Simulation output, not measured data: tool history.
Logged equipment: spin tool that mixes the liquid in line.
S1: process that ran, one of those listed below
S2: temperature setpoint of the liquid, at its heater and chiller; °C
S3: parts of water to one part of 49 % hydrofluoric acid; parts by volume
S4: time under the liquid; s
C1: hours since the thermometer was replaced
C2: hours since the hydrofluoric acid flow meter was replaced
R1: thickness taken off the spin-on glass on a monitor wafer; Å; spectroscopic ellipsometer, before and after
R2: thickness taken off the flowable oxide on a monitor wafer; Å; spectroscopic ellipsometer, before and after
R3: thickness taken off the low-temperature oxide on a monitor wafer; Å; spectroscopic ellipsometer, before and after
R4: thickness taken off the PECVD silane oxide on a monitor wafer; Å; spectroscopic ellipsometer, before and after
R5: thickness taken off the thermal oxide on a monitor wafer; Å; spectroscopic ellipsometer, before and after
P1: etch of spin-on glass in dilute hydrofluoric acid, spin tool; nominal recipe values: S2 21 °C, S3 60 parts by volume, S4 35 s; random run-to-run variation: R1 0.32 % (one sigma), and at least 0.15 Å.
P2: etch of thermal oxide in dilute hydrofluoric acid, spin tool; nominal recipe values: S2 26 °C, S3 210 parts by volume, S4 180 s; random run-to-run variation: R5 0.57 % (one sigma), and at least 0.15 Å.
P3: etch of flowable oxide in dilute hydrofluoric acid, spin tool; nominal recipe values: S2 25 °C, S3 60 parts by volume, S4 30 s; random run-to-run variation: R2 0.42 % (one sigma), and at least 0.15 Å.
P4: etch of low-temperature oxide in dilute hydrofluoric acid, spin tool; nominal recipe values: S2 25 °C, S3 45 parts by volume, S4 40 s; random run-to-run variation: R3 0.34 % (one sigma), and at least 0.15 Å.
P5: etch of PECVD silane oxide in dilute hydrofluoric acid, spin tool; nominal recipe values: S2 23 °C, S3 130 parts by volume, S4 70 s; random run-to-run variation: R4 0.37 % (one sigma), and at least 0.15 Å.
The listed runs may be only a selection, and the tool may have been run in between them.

Run 1, hour 3: S1 P1, S2 21 °C, S3 60 parts by volume, S4 35 s; C1 580.2; C2 1251.3. Result: R1 119.26 Å.
Run 2, hour 7.7: S1 P3, S2 25 °C, S3 60 parts by volume, S4 15 s; C1 584.9; C2 1256. Result: R2 67.22 Å.
Run 3, hour 12.8: S1 P3, S2 29.5 °C, S3 60 parts by volume, S4 30 s; C1 590; C2 1261.1. Result: R2 160.73 Å.
Run 4, hour 16.1: S1 P4, S2 30.5 °C, S3 45 parts by volume, S4 40 s; C1 593.3; C2 1264.4. Result: R3 369.29 Å.
Run 5, hour 20.6: S1 P1, S2 21 °C, S3 110 parts by volume, S4 35 s; C1 597.8; C2 1268.9. Result: R1 60.831 Å.
Run 6, hour 25.7: S1 P1, S2 28 °C, S3 60 parts by volume, S4 35 s; C1 602.9; C2 1274. Result: R1 158.33 Å.
Run 7, hour 31.1: S1 P1, S2 21 °C, S3 60 parts by volume, S4 35 s; C1 608.3; C2 1279.4. Result: R1 119.38 Å.
Run 8, hour 35.5: S1 P1, S2 21 °C, S3 20 parts by volume, S4 35 s; C1 612.7; C2 1283.8. Result: R1 376.05 Å.
Run 9, hour 41: S1 P3, S2 25 °C, S3 60 parts by volume, S4 30 s; C1 618.2; C2 1289.3. Result: R2 134.55 Å.
At hour 41.8: thermometer replaced.
Run 10, hour 44.5: S1 P3, S2 25 °C, S3 80 parts by volume, S4 30 s; C1 2.8; C2 1292.8. Result: R2 98.345 Å.
Run 11, hour 50.2: S1 P5, S2 23 °C, S3 130 parts by volume, S4 70 s; C1 8.5; C2 1298.5. Result: R4 75.874 Å.
Run 12, hour 55: S1 P4, S2 25 °C, S3 75 parts by volume, S4 40 s; C1 13.3; C2 1303.3. Result: R3 171.97 Å.
Run 13, hour 58.7: S1 P1, S2 21 °C, S3 85 parts by volume, S4 50 s; C1 17; C2 1307. Result: R1 116.75 Å.
Run 14, hour 63.7: S1 P1, S2 21 °C, S3 60 parts by volume, S4 35 s; C1 22; C2 1312. Result: R1 119.99 Å.
Run 15, hour 67.6: S1 P3, S2 25 °C, S3 60 parts by volume, S4 30 s; C1 25.9; C2 1315.9. Result: R2 133.87 Å.
Run 16, hour 70.8: S1 P1, S2 21 °C, S3 60 parts by volume, S4 15 s; C1 29.1; C2 1319.1. Result: R1 51.193 Å.
Run 17, hour 75.4: S1 P1, S2 29 °C, S3 100 parts by volume, S4 35 s; C1 33.7; C2 1323.7. Result: R1 93.454 Å.
Run 18, hour 80.3: S1 P5, S2 23 °C, S3 195 parts by volume, S4 70 s; C1 38.6; C2 1328.6. Result: R4 47.545 Å.
Run 19, hour 85.1: S1 P4, S2 25 °C, S3 45 parts by volume, S4 40 s; C1 43.4; C2 1333.4. Result: R3 295.52 Å.
Run 20, hour 91.5: S1 P4, S2 25 °C, S3 45 parts by volume, S4 40 s; C1 49.8; C2 1339.8. Result: R3 297.75 Å.
Run 21, hour 97.6: S1 P1, S2 21 °C, S3 60 parts by volume, S4 35 s; C1 55.9; C2 1345.9. Result: R1 119.4 Å.
Run 22, hour 103.6: S1 P2, S2 26 °C, S3 210 parts by volume, S4 180 s; C1 61.9; C2 1351.9. Result: R5 38.86 Å.
Run 23, hour 107.1: S1 P2, S2 19 °C, S3 210 parts by volume, S4 180 s; C1 65.4; C2 1355.4. Result: R5 29.812 Å.
Run 24, hour 113: S1 P1, S2 21 °C, S3 60 parts by volume, S4 35 s; C1 71.3; C2 1361.3. Result: R1 119.03 Å.
Run 25, hour 119.5: S1 P2, S2 26 °C, S3 210 parts by volume, S4 310 s; C1 77.8; C2 1367.8. Result: R5 66.378 Å.
Run 26, hour 124.5: S1 P5, S2 17 °C, S3 130 parts by volume, S4 70 s; C1 82.8; C2 1372.8. Result: R4 59.853 Å.
Run 27, hour 129.3: S1 P4, S2 25 °C, S3 45 parts by volume, S4 15 s; C1 87.6; C2 1377.6. Result: R3 110.94 Å.
Run 28, hour 132.3: S1 P2, S2 26 °C, S3 375 parts by volume, S4 180 s; C1 90.6; C2 1380.6. Result: R5 18.21 Å.
Run 29, hour 138.6: S1 P5, S2 23 °C, S3 130 parts by volume, S4 125 s; C1 96.9; C2 1386.9. Result: R4 135.22 Å.
Run 30, hour 143.5: S1 P1, S2 21 °C, S3 60 parts by volume, S4 55 s; C1 101.8; C2 1391.8. Result: R1 187.49 Å.
Run 31, hour 150.1: S1 P5, S2 23 °C, S3 130 parts by volume, S4 70 s; C1 108.4; C2 1398.4. Result: R4 76.097 Å.

Run 32 comes next. What will it give?
Run 32, hour 153.6: S1 P1, S2 21 °C, S3 60 parts by volume, S4 35 s; C1 111.9; C2 1401.9. Result: R1 ?.

{"run 32": {"R1": 119.78}}

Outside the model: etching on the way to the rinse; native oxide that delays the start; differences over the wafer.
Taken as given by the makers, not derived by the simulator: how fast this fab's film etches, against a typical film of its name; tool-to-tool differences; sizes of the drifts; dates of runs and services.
